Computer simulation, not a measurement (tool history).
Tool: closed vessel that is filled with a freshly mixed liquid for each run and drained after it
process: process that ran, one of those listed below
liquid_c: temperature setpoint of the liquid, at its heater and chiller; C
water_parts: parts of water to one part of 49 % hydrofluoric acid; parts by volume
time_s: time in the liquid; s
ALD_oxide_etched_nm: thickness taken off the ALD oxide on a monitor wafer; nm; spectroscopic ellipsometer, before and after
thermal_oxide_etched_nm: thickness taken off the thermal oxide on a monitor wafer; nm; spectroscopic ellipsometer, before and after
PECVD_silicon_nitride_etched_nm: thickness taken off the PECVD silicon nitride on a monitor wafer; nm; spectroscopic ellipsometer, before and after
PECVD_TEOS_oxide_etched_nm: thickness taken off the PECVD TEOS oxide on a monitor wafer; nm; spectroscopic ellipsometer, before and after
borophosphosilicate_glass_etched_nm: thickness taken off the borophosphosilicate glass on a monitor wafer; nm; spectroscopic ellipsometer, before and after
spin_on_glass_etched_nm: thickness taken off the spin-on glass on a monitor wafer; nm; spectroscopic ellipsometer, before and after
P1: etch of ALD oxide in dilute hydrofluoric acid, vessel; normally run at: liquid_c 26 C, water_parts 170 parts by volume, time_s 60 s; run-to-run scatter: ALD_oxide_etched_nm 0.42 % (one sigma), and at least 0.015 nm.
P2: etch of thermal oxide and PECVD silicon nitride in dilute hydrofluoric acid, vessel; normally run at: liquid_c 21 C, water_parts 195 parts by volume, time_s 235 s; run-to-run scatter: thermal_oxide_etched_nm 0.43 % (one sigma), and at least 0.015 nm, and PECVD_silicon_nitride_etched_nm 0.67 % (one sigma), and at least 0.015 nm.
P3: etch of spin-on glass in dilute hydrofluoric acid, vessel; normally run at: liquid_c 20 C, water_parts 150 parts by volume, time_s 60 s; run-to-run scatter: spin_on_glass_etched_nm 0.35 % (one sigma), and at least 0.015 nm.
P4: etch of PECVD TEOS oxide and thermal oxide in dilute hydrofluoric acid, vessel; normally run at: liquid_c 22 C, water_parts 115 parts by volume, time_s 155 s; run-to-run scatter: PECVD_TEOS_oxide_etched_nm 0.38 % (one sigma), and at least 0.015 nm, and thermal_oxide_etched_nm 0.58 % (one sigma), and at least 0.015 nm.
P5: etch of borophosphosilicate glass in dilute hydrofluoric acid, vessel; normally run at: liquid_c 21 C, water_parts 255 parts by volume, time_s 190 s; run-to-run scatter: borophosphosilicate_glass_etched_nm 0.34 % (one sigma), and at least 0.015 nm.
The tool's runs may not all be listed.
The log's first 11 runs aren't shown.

run   hour  process  liquid_c  water_parts  time_s  hours since the thermometer was replaced  hours since the hydrofluoric acid flow meter was replaced  ALD_oxide_etched_nm  thermal_oxide_etched_nm  PECVD_silicon_nitride_etched_nm  PECVD_TEOS_oxide_etched_nm  borophosphosilicate_glass_etched_nm  spin_on_glass_etched_nm
 12    112       P1        32          170      60                                     513.3                                                      702.1               9.0401
 13  118.7       P3        20          150      30                                       520                                                      708.8                                                                                                                                                                   6.1113
 14  129.1       P4        17          115     155                                     530.4                                                      719.2                                        4.7213                                                       11.719
 15  136.6       P1        26           80      60                                     537.9                                                      726.7               17.278
 16    143       P2        21          195     365                                     544.3                                                      733.1                                        7.6516                           5.8569
 17  148.5       P1        26          170      30                                     549.8                                                      738.6               3.6457
 18  159.3       P5        21          470     190                                     560.6                                                      749.4                                                                                                                                          8.6303
 19  165.6       P5        21          255      30                                     566.9                                                      755.7                                                                                                                                          3.0384
 20  172.9       P2        21          195     235                                     574.2                                                        763                                        4.9898                           3.7527
 21  181.5       P4        22          115      30                                     582.8                                                      771.6                                        1.1329                                                        2.754
 22  192.9       P5        21          255     190                                     594.2                                                        783                                                                                                                                          19.159
 23  199.6       P3        20           25      60                                     600.9                                                      789.7                                                                                                                                                                   84.002
 24  208.4       P1        26          170      90                                     609.7                                                      798.5               10.991

The next listed run, before its measurement:
 25  215.9       P1      22.5          170      90                                     617.2                                                        806                    ?

{"run 25": {"ALD_oxide_etched_nm": 9.6394}}
